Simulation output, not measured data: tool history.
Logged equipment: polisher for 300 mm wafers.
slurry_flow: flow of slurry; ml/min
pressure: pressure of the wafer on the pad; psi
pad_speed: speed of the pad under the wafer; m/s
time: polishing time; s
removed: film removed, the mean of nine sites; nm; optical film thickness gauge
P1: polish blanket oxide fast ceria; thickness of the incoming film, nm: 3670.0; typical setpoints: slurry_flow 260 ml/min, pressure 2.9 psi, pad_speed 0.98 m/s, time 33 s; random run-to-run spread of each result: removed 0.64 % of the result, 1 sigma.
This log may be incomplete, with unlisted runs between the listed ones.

Run 1, hour 16.8: slurry_flow 260 ml/min, pressure 2.9 psi, pad_speed 0.98 m/s, time 33 s. Result: removed 430.65 nm.
Run 2, hour 30.2: slurry_flow 260 ml/min, pressure 2.9 psi, pad_speed 0.44 m/s, time 33 s. Result: removed 193.22 nm.
Run 3, hour 40.8: slurry_flow 260 ml/min, pressure 2.9 psi, pad_speed 0.98 m/s, time 33 s. Result: removed 427.84 nm.
Run 4, hour 57: slurry_flow 260 ml/min, pressure 1.6 psi, pad_speed 0.98 m/s, time 33 s. Result: removed 236.51 nm.
Run 5, hour 66.8: slurry_flow 260 ml/min, pressure 2.9 psi, pad_speed 0.98 m/s, time 33 s. Result: removed 431.87 nm.
Run 6, hour 83.1: slurry_flow 260 ml/min, pressure 2.9 psi, pad_speed 0.98 m/s, time 15 s. Result: removed 193.46 nm.
Run 7, hour 97.5: slurry_flow 350 ml/min, pressure 4.2 psi, pad_speed 0.98 m/s, time 33 s. Result: removed 634 nm.
Run 8, hour 109: slurry_flow 260 ml/min, pressure 2.9 psi, pad_speed 0.98 m/s, time 33 s. Result: removed 428.09 nm.
Run 9, hour 122.9: slurry_flow 155 ml/min, pressure 2.9 psi, pad_speed 0.98 m/s, time 33 s. Result: removed 396.54 nm.
Run 10, hour 138.6: slurry_flow 260 ml/min, pressure 2.9 psi, pad_speed 0.98 m/s, time 33 s. Result: removed 428.27 nm.
Run 11, hour 151.2: slurry_flow 260 ml/min, pressure 2.9 psi, pad_speed 0.98 m/s, time 53 s. Result: removed 684 nm.
Run 12, hour 167.6: slurry_flow 365 ml/min, pressure 2.9 psi, pad_speed 0.98 m/s, time 33 s. Result: removed 438.57 nm.
Run 13, hour 183.6: slurry_flow 260 ml/min, pressure 2.9 psi, pad_speed 0.98 m/s, time 33 s. Result: removed 430.28 nm.
Run 14, hour 195.2: slurry_flow 390 ml/min, pressure 2.9 psi, pad_speed 1.36 m/s, time 33 s. Result: removed 613.64 nm.
Run 15, hour 203.5: slurry_flow 260 ml/min, pressure 2.9 psi, pad_speed 1.4 m/s, time 33 s. Result: removed 609.94 nm.
Run 16, hour 216.1: slurry_flow 260 ml/min, pressure 4.4 psi, pad_speed 0.98 m/s, time 33 s. Result: removed 646.55 nm.
Run 17, hour 223.8: slurry_flow 260 ml/min, pressure 2.9 psi, pad_speed 0.98 m/s, time 33 s. Result: removed 425.4 nm.
Run 18, hour 232.3: slurry_flow 260 ml/min, pressure 2.9 psi, pad_speed 0.98 m/s, time 33 s. Result: removed 421.07 nm.
Run 19, hour 243.3: slurry_flow 260 ml/min, pressure 2.9 psi, pad_speed 0.98 m/s, time 33 s. Result: removed 415.13 nm.
Run 20, hour 259: slurry_flow 260 ml/min, pressure 2.9 psi, pad_speed 0.98 m/s, time 33 s. Result: removed 411.92 nm.
At hour 269.7: worn pad replaced by a new one.
Run 21, hour 269.9: slurry_flow 260 ml/min, pressure 2.9 psi, pad_speed 0.98 m/s, time 33 s. Result: removed 414.55 nm.
Run 22, hour 280: slurry_flow 260 ml/min, pressure 2.9 psi, pad_speed 0.98 m/s, time 33 s. Result: removed 403.26 nm.
Run 23, hour 292.3: slurry_flow 260 ml/min, pressure 2.9 psi, pad_speed 0.98 m/s, time 33 s. Result: removed 410.26 nm.
Run 24, hour 301.4: slurry_flow 260 ml/min, pressure 2.9 psi, pad_speed 0.98 m/s, time 33 s. Result: removed 406.52 nm.
Run 25, hour 312.9: slurry_flow 260 ml/min, pressure 2.9 psi, pad_speed 0.98 m/s, time 33 s. Result: removed 409.12 nm.
Run 26, hour 327.1: slurry_flow 260 ml/min, pressure 2.9 psi, pad_speed 0.98 m/s, time 33 s. Result: removed 406.41 nm.

P1 no longer gives what it gave before; its output has crept away from where it was. The following 2 causes, each at its listed size, fit the log equally well:
A: slurry flow missing at the pad, % = 32.4
B: head's pressure below its setpoint, % = 4.81
The creep began at about hour 223.8.
What rules out each remaining cause:
removal rate lost through wear of the pad, %: work on it at hour 269.7, done after the drift set in, did not restore what the process gave before

Consider the 4 check runs below, whose results appear as question marks and each of which averages 3 wafers. Which one distinguishes the causes, in that each cause would give it a clearly different result?
Run check 1, hour 341.3: slurry_flow 260 ml/min, pressure 3.6 psi, pad_speed 0.98 m/s, time 33 s. Result: removed ?.
Run check 2, hour 341.3: slurry_flow 155 ml/min, pressure 2.1 psi, pad_speed 0.98 m/s, time 33 s. Result: removed ?.
Run check 3, hour 341.3: slurry_flow 260 ml/min, pressure 2.9 psi, pad_speed 0.72 m/s, time 33 s. Result: removed ?.
Run check 4, hour 341.3: slurry_flow 260 ml/min, pressure 2.9 psi, pad_speed 1.38 m/s, time 51 s. Result: removed ?.

What every check run would give for each of its results, assuming each possible cause in turn:
  check   result    if A    if B
check 1  removed  504.69  504.65
check 2  removed   266.5  274.68
check 3  removed  298.69  298.67
check 4  removed  884.76   884.7
Gap, in per cent, between the two causes that each check separates least, read from the result that separates them most: check 1 0.01 %; check 2 3.02 %; check 3 0.01 %; check 4 0.01 %
The other checks would show nearly matching results whichever cause is true, so check 2 is the only one that separates the causes.

Then check 2 was run and gave: removed 274.97 nm. Which cause is it?

It was cause B: head's pressure below its setpoint, %.
